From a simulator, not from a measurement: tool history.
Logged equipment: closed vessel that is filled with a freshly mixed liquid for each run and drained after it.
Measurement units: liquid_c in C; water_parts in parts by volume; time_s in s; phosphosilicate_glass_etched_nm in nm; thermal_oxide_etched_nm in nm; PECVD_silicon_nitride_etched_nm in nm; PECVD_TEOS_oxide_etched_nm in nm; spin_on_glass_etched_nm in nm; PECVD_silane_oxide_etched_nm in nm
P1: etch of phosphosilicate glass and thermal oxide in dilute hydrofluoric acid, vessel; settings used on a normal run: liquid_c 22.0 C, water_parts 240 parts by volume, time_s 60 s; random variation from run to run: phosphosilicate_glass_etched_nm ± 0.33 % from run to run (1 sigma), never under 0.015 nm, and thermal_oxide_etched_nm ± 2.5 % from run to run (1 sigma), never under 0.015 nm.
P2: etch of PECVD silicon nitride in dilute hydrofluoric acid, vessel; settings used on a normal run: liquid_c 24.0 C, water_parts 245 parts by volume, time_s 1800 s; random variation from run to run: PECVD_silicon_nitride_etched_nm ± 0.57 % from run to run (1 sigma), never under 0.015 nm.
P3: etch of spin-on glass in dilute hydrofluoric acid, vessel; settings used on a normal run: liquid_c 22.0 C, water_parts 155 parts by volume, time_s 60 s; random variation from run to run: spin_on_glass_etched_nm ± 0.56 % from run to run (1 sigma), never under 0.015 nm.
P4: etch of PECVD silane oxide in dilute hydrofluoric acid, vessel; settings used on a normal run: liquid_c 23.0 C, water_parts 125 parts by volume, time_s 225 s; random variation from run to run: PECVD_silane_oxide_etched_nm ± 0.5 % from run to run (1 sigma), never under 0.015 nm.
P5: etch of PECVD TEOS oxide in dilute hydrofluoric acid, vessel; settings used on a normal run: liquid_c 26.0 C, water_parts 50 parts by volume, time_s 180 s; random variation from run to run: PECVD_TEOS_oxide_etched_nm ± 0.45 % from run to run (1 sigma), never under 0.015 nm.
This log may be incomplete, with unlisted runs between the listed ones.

run,day,process,liquid_c,water_parts,time_s,hours since the thermometer was replaced,hours since the hydrofluoric acid flow meter was replaced,phosphosilicate_glass_etched_nm,thermal_oxide_etched_nm,PECVD_silicon_nitride_etched_nm,PECVD_TEOS_oxide_etched_nm,spin_on_glass_etched_nm,PECVD_silane_oxide_etched_nm
1,0.400,P1,22.0,240,60,374.8,342.8,14.5010,0.89218,,,,
2,0.779,P2,24.0,245,410,383.9,351.9,,,5.3565,,,
3,0.983,P5,26.0,50,30,388.8,356.8,,,,8.7579,,
4,1.404,P3,22.0,70,60,398.9,366.9,,,,,27.622,
5,1.775,P1,22.0,240,60,407.8,375.8,14.4010,0.88394,,,,
6,2.179,P1,22.0,240,60,417.5,385.5,14.4470,0.83279,,,,
7,2.383,P1,17.0,240,60,422.4,390.4,11.8730,0.75585,,,,
8,2.588,P1,22.0,110,110,427.3,395.3,66.7760,4.11480,,,,
9,2.904,P3,29.0,155,60,434.9,402.9,,,,,14.696,
10,3.121,P3,22.0,155,60,440.1,408.1,,,,,11.320,
11,3.392,P2,24.0,110,1800,446.6,414.6,,,51.2660,,,
12,3.825,P2,18.5,245,1800,457.0,425.0,,,16.6090,,,
13,4.117,P3,22.0,155,60,464.0,432.0,,,,,11.283,
14,4.412,P4,23.0,125,225,471.1,439.1,,,,,,25.2180
15,4.662,P5,32.5,50,180,477.1,445.1,,,,68.4810,,
16,5.038,P1,22.0,240,60,486.1,454.1,14.5110,0.87647,,,,
17,5.375,P2,24.0,245,1800,494.2,462.2,,,23.2400,,,
18,5.825,P1,22.0,240,95,505.0,473.0,22.9240,1.38460,,,,
19,6.071,P1,22.0,240,30,510.9,478.9,7.2529,0.44335,,,,
20,6.304,P4,23.0,225,225,516.5,484.5,,,,,,12.3970
21,6.596,P5,26.0,80,180,523.5,491.5,,,,31.5350,,
22,6.992,P1,25.5,395,60,533.0,501.0,8.5193,0.49830,,,,
23,7.338,P4,23.0,125,65,541.3,509.3,,,,,,7.1782
24,7.692,P3,22.0,155,30,549.8,517.8,,,,,5.598,
25,8.033,P1,22.0,240,60,558.0,526.0,14.4360,0.88151,,,,
26,8.238,P1,22.0,135,60,562.9,530.9,28.8890,1.74020,,,,
27,8.508,P4,17.0,125,225,569.4,537.4,,,,,,19.8130
28,8.838,P1,26.5,160,60,577.3,545.3,28.0340,1.75720,,,,
29,9.204,P5,26.0,50,180,586.1,554.1,,,,52.8770,,
30,9.546,P1,22.0,240,60,594.3,562.3,14.4980,0.90440,,,,
31,9.746,P1,22.0,410,60,599.1,567.1,7.2172,0.45343,,,,
32,10.183,P1,30.0,240,60,609.6,577.6,19.2280,1.17860,,,,
33,10.562,P1,22.0,240,60,618.7,586.7,14.5530,0.91418,,,,
34,10.938,P1,22.0,240,60,627.7,595.7,14.0760,0.82595,,,,
35,11.179,P1,22.0,240,60,633.5,601.5,13.8890,0.85197,,,,
36,11.471,P1,22.0,240,60,640.5,608.5,13.6650,0.85879,,,,
37,11.821,P1,22.0,240,60,648.9,616.9,13.6380,0.81941,,,,
38,12.179,P1,22.0,240,60,657.5,625.5,13.4820,0.80868,,,,
39,12.550,P1,22.0,240,60,666.4,634.4,13.4250,0.80518,,,,
40,13.000,P1,22.0,240,60,677.2,645.2,13.3880,0.81851,,,,
41,13.433,P1,22.0,240,60,687.6,655.6,13.3520,0.84706,,,,
42,13.688,P1,22.0,240,60,693.7,661.7,13.3780,0.85692,,,,

Compared with where it was, what P1 gives has crept away. Each cause listed below fits the log as well as the rest, at the size given for it:
A: liquid colder than its thermometer reads (K) = 2.1
B: hydrofluoric acid flow below the setpoint (%) = 6.09
The process output started creeping at around day 10.562.

The check runs listed below each take one wafer, and their results are still question marks. Under which run would the listed causes lead to clearly different results?
check 1,13.942,P5,30.0,80,180,,,,,,?,,
check 2,13.942,P2,24.0,110,1800,,,,,?,,,
check 3,13.942,P3,28.0,155,30,,,,,,,?,
check 4,13.942,P4,17.5,205,225,,,,,,,,?

If the cause were each of the candidates in turn, the checks would give the following:
check,result,if A,if B
check 1,PECVD_TEOS_oxide_etched_nm,34.1250,34.4840
check 2,PECVD_silicon_nitride_etched_nm,44.9860,48.5830
check 3,spin_on_glass_etched_nm,6.5511,6.5666
check 4,PECVD_silane_oxide_etched_nm,10.4160,10.5100
Smallest distance between any two causes, each pair judged by its most separating result, in per cent: check 1 1.05 %; check 2 7.69 %; check 3 0.24 %; check 4 0.91 %
Check 2 is the one run that separates the causes; every other check would come out nearly the same whichever cause is at work.

After running check 2, the following was obtained: PECVD_silicon_nitride_etched_nm 45.0970 nm. Which cause does this point to?

A is the cause: liquid colder than its thermometer reads (K).
